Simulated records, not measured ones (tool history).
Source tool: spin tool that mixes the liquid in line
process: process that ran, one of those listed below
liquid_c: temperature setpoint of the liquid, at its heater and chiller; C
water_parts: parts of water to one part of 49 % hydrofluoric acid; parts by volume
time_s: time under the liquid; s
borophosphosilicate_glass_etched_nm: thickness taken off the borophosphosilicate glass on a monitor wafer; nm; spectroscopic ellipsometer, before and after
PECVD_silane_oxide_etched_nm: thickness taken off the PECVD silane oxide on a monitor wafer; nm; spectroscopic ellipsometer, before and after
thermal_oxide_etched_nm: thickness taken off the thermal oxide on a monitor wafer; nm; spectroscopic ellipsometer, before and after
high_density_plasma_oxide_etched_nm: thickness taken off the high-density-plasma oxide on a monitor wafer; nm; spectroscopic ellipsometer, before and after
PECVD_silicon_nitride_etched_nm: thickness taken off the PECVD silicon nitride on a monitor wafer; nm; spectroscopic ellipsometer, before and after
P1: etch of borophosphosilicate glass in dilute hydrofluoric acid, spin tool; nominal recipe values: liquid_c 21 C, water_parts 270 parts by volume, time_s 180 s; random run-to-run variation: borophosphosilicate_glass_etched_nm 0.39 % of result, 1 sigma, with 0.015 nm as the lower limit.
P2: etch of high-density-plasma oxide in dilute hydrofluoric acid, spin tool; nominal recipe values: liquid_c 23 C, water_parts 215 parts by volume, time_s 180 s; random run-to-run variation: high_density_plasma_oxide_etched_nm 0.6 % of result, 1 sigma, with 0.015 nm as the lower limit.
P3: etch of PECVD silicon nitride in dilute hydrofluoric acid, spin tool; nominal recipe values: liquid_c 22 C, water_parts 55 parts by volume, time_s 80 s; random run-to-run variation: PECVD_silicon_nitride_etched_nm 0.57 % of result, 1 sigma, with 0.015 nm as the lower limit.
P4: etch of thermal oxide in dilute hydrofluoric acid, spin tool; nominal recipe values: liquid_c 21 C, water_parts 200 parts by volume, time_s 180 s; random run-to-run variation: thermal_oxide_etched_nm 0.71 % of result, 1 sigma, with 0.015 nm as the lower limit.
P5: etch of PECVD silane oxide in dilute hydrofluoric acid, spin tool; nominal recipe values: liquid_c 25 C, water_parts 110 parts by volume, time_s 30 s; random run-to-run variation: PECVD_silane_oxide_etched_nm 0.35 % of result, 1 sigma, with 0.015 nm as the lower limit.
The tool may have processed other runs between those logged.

run   hour  process  liquid_c  water_parts  time_s  hours since the thermometer was replaced  hours since the hydrofluoric acid flow meter was replaced  borophosphosilicate_glass_etched_nm  PECVD_silane_oxide_etched_nm  thermal_oxide_etched_nm  high_density_plasma_oxide_etched_nm  PECVD_silicon_nitride_etched_nm
  1      3       P1        21          270     180                                    1920.9                                                      278.7                               13.999
  2      6       P1        21          270     180                                    1923.9                                                      281.7                               14.014
  3     10       P5        25          110      15                                    1927.9                                                      285.7                                                              4.195
  4   14.1       P1        27          270     180                                      1932                                                      289.8                               17.386
  5   20.1       P4        21          125     180                                      1938                                                      295.8                                                                                       6.169
  6     25       P1        21          270     355                                    1942.9                                                      300.7                               27.647
  7   31.3       P1        21          270     180                                    1949.2                                                        307                               14.039
  8   37.5       P2        23          400     180                                    1955.4                                                      313.2                                                                                                                           1.7112
  9     41       P3        22           55     125                                    1958.9                                                      316.7                                                                                                                                                            10.637
 10   47.1       P5        25          110      30                                      1965                                                      322.8                                                             8.2707
 11   51.7       P1        21          145     180                                    1969.6                                                      327.4                               29.635
 12   55.4       P3        22          100      80                                    1973.3                                                      331.1                                                                                                                                                            3.7776
 13   60.1       P1        21          270      20                                      1978                                                      335.8                               1.5715
 14   63.3       P1      27.5          475     180                                    1981.2                                                        339                               8.1765
 15   68.3       P1        21          270     180                                    1986.2                                                        344                               13.994
 16     73       P4        21          200     180                                    1990.9                                                      348.7                                                                                       3.545
 17   77.1       P5        32          110      30                                      1995                                                      352.8                                                             10.796
 18   82.3       P1        17          270     180                                    2000.2                                                        358                               12.026
 19   87.8       P1        21          395     180                                    2005.7                                                      363.5                               8.5443
 20   91.9       P1        21          270     180                                    2009.8                                                      367.6                                14.07
 21   97.9       P4      27.5          200     180                                    2015.8                                                      373.6                                                                                      4.5057
 22  104.2       P2        23          215     290                                    2022.1                                                      379.9                                                                                                                           5.9238
 23  109.2       P3        17           55      80                                    2027.1                                                      384.9                                                                                                                                                            4.8136
 24    115       P2        23          215     180                                    2032.9                                                      390.7                                                                                                                            3.719
 25  121.1       P2      30.5          215     180                                      2039                                                      396.8                                                                                                                           4.8495
 26  126.1       P1        26          125     180                                      2044                                                      401.8                               42.159
 27  131.2       P1        21          410      15                                    2049.1                                                      406.9                              0.68031
 28  136.3       P5        25          110      30                                    2054.2                                                        412                                                             8.3853
 29  142.3       P1        21          270     180                                    2060.2                                                        418                               13.978
 30  146.6       P1        21          270     180                                    2064.5                                                      422.3                               13.982
     147.5  -- thermometer replaced
 31  150.5       P5        25          180      30                                         3                                                      426.2                                                              4.664
 32  155.2       P4        21          200     180                                       7.7                                                      430.9                                                                                      3.5387
 33  160.3       P3        22           55      80                                      12.8                                                        436                                                                                                                                                            6.8307
 34  165.5       P4        21          200     100                                        18                                                      441.2                                                                                       1.966
 35  170.6       P2        23          215     180                                      23.1                                                      446.3                                                                                                                           3.7024
 36  175.3       P3        22           55      80                                      27.8                                                        451                                                                                                                                                            6.8874
 37  180.6       P1        21          270     180                                      33.1                                                      456.3                               14.005
 38  184.4       P1        21          270     180                                      36.9                                                      460.1                               14.423
 39  190.6       P1        21          270     180                                      43.1                                                      466.3                               14.719
 40  195.8       P1        21          270     180                                      48.3                                                      471.5                               14.879
 41    202       P1        21          270     180                                      54.5                                                      477.7                               15.073
 42  208.5       P1        21          270     180                                        61                                                      484.2                               15.167

What does the tool deliver on the next run?
 43  214.7       P1        21          270     180                                      67.2                                                      490.4                                    ?

{"run 43": {"borophosphosilicate_glass_etched_nm": 14.978}}
